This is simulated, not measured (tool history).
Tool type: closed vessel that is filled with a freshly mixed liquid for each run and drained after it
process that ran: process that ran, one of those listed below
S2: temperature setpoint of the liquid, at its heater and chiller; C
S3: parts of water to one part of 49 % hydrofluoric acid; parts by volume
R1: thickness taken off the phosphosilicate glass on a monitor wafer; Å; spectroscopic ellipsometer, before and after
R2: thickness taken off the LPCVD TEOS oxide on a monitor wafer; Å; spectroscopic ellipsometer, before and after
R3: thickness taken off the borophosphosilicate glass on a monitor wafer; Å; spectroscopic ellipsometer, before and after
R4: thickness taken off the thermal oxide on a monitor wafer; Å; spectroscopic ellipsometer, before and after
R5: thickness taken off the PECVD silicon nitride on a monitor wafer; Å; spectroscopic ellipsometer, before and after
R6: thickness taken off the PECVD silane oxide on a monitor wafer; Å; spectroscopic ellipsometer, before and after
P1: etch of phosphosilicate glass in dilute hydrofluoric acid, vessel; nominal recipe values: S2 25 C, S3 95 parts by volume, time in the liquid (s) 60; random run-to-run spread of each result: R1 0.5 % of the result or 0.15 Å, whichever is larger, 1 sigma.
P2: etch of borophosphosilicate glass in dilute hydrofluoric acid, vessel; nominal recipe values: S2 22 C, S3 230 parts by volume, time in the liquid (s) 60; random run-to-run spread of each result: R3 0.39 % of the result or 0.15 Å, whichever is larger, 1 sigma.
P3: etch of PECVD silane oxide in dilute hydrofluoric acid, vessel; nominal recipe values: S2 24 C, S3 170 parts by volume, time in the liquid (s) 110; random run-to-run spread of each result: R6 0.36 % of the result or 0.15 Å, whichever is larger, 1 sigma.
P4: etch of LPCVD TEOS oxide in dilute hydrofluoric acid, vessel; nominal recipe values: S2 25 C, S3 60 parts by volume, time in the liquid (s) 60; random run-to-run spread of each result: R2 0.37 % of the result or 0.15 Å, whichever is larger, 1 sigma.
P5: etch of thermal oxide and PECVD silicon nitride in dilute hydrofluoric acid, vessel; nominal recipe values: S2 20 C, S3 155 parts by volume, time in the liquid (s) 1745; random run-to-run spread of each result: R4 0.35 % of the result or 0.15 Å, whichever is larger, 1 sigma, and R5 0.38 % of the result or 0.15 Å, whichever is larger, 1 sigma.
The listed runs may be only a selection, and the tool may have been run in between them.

{"run": 1, "day": 0.542, "process that ran": "P1", "S2": 25, "S3": 95, "time in the liquid (s)": 60, "R1": 390.04}
{"run": 2, "day": 1.158, "process that ran": "P1", "S2": 17, "S3": 95, "time in the liquid (s)": 60, "R1": 281.52}
{"run": 3, "day": 1.475, "process that ran": "P4", "S2": 25, "S3": 60, "time in the liquid (s)": 60, "R2": 525.15}
{"run": 4, "day": 2.15, "process that ran": "P2", "S2": 22, "S3": 230, "time in the liquid (s)": 30, "R3": 40.48}
{"run": 5, "day": 2.588, "process that ran": "P1", "S2": 25, "S3": 35, "time in the liquid (s)": 60, "R1": 1146.8}
{"run": 6, "day": 3.254, "process that ran": "P1", "S2": 25, "S3": 20, "time in the liquid (s)": 30, "R1": 1032.2}
{"run": 7, "day": 3.929, "process that ran": "P5", "S2": 17, "S3": 155, "time in the liquid (s)": 1745, "R4": 358.13, "R5": 119.82}
{"run": 8, "day": 4.321, "process that ran": "P3", "S2": 24, "S3": 170, "time in the liquid (s)": 30, "R6": 29.677}
{"run": 9, "day": 4.929, "process that ran": "P1", "S2": 25, "S3": 95, "time in the liquid (s)": 60, "R1": 385.39}
{"run": 10, "day": 5.562, "process that ran": "P5", "S2": 20, "S3": 155, "time in the liquid (s)": 1745, "R4": 400.22, "R5": 147.76}
{"run": 11, "day": 5.95, "process that ran": "P4", "S2": 25, "S3": 85, "time in the liquid (s)": 60, "R2": 361.4}
{"run": 12, "day": 6.417, "process that ran": "P1", "S2": 29.5, "S3": 95, "time in the liquid (s)": 60, "R1": 465.1}
{"run": 13, "day": 6.904, "process that ran": "P1", "S2": 25, "S3": 95, "time in the liquid (s)": 60, "R1": 388.93}
{"run": 14, "day": 7.567, "process that ran": "P1", "S2": 25, "S3": 95, "time in the liquid (s)": 95, "R1": 618.57}
{"run": 15, "day": 8.225, "process that ran": "P2", "S2": 22, "S3": 40, "time in the liquid (s)": 60, "R3": 571.67}
{"run": 16, "day": 8.625, "process that ran": "P2", "S2": 29.5, "S3": 230, "time in the liquid (s)": 60, "R3": 104.96}
{"run": 17, "day": 8.962, "process that ran": "P3", "S2": 31, "S3": 170, "time in the liquid (s)": 110, "R6": 139.84}
{"run": 18, "day": 9.533, "process that ran": "P4", "S2": 25, "S3": 60, "time in the liquid (s)": 30, "R2": 266.02}
{"run": 19, "day": 10.15, "process that ran": "P5", "S2": 20, "S3": 155, "time in the liquid (s)": 505, "R4": 116.88, "R5": 42.485}
{"run": 20, "day": 10.771, "process that ran": "P1", "S2": 25, "S3": 95, "time in the liquid (s)": 60, "R1": 386.32}
{"run": 21, "day": 11.092, "process that ran": "P1", "S2": 25, "S3": 95, "time in the liquid (s)": 60, "R1": 389.27}
{"run": 22, "day": 11.738, "process that ran": "P1", "S2": 25, "S3": 95, "time in the liquid (s)": 60, "R1": 387.23}
{"run": 23, "day": 12.375, "process that ran": "P1", "S2": 25, "S3": 145, "time in the liquid (s)": 60, "R1": 240.03}
{"run": 24, "day": 12.779, "process that ran": "P1", "S2": 32, "S3": 140, "time in the liquid (s)": 60, "R1": 320.93}
{"run": 25, "day": 13.321, "process that ran": "P4", "S2": 18.5, "S3": 60, "time in the liquid (s)": 60, "R2": 404.7}
{"run": 26, "day": 13.758, "process that ran": "P3", "S2": 24, "S3": 305, "time in the liquid (s)": 110, "R6": 53.427}
{"run": 27, "day": 14.262, "process that ran": "P1", "S2": 25, "S3": 150, "time in the liquid (s)": 115, "R1": 442.79}
{"run": 28, "day": 14.883, "process that ran": "P1", "S2": 25, "S3": 95, "time in the liquid (s)": 30, "R1": 195.94}
{"run": 29, "day": 15.533, "process that ran": "P3", "S2": 24, "S3": 170, "time in the liquid (s)": 110, "R6": 109.68}
{"run": 30, "day": 15.912, "process that ran": "P5", "S2": 20, "S3": 265, "time in the liquid (s)": 1745, "R4": 211.51, "R5": 87.269}
{"run": 31, "day": 16.592, "process that ran": "P2", "S2": 22, "S3": 230, "time in the liquid (s)": 60, "R3": 79.879}
{"run": 32, "day": 17.062, "process that ran": "P1", "S2": 25, "S3": 95, "time in the liquid (s)": 60, "R1": 390.88}
{"run": 33, "day": 17.425, "process that ran": "P1", "S2": 25, "S3": 95, "time in the liquid (s)": 60, "R1": 395.03}
{"run": 34, "day": 17.729, "process that ran": "P1", "S2": 25, "S3": 95, "time in the liquid (s)": 60, "R1": 408.44}
{"run": 35, "day": 18.204, "process that ran": "P1", "S2": 25, "S3": 95, "time in the liquid (s)": 60, "R1": 411.28}
{"run": 36, "day": 18.642, "process that ran": "P1", "S2": 25, "S3": 95, "time in the liquid (s)": 60, "R1": 413.75}
{"run": 37, "day": 19.208, "process that ran": "P1", "S2": 25, "S3": 95, "time in the liquid (s)": 60, "R1": 416.98}
{"run": 38, "day": 19.504, "process that ran": "P1", "S2": 25, "S3": 95, "time in the liquid (s)": 60, "R1": 416.59}
{"run": 39, "day": 20.138, "process that ran": "P1", "S2": 25, "S3": 95, "time in the liquid (s)": 60, "R1": 421.99}
{"run": 40, "day": 20.646, "process that ran": "P1", "S2": 25, "S3": 95, "time in the liquid (s)": 60, "R1": 424.6}
{"run": 41, "day": 20.958, "process that ran": "P1", "S2": 25, "S3": 95, "time in the liquid (s)": 60, "R1": 423.25}
{"run": 42, "day": 21.479, "process that ran": "P1", "S2": 25, "S3": 95, "time in the liquid (s)": 60, "R1": 421.1}

P1 no longer gives what it gave before; its output has crept away from where it was. The following 2 causes, each at its listed size, fit the log equally well:
A: liquid hotter than its thermometer reads (K) = 2.08
B: hydrofluoric acid flow above the setpoint (%) = 7.52
The gradual shift began around day 17.062.

The check runs listed below each take one wafer, and their results are still question marks. Under which run would the listed causes lead to clearly different results?
{"run": "check 1", "day": 22.0, "process that ran": "P3", "S2": 24, "S3": 235, "time in the liquid (s)": 30, "R6": "?"}
{"run": "check 2", "day": 22.0, "process that ran": "P4", "S2": 25, "S3": 60, "time in the liquid (s)": 35, "R2": "?"}
{"run": "check 3", "day": 22.0, "process that ran": "P5", "S2": 17, "S3": 155, "time in the liquid (s)": 1745, "R4": "?", "R5": "?"}
{"run": "check 4", "day": 22.0, "process that ran": "P2", "S2": 22, "S3": 115, "time in the liquid (s)": 60, "R3": "?"}

What each check would give under each cause:
check=check_1 result=R6 if_A=21.645 if_B=21.982
check=check_2 result=R2 if_A=336.06 if_B=334.28
check=check_3 result=R4 if_A=388.31 if_B=387.87
check=check_3 result=R5 if_A=138.05 if_B=128.56
check=check_4 result=R3 if_A=197.35 if_B=197.25
Smallest distance between any two causes, each pair judged by its most separating result, in per cent: check 1 1.54 %; check 2 0.53 %; check 3 7.12 %; check 4 0.05 %
Check 3 tells the causes apart: in the others they would give nearly the same result.

Check 3 was then run and gave: R4 387.16 Å; R5 137.71 Å. Which cause is it?

The cause is A: liquid hotter than its thermometer reads (K).
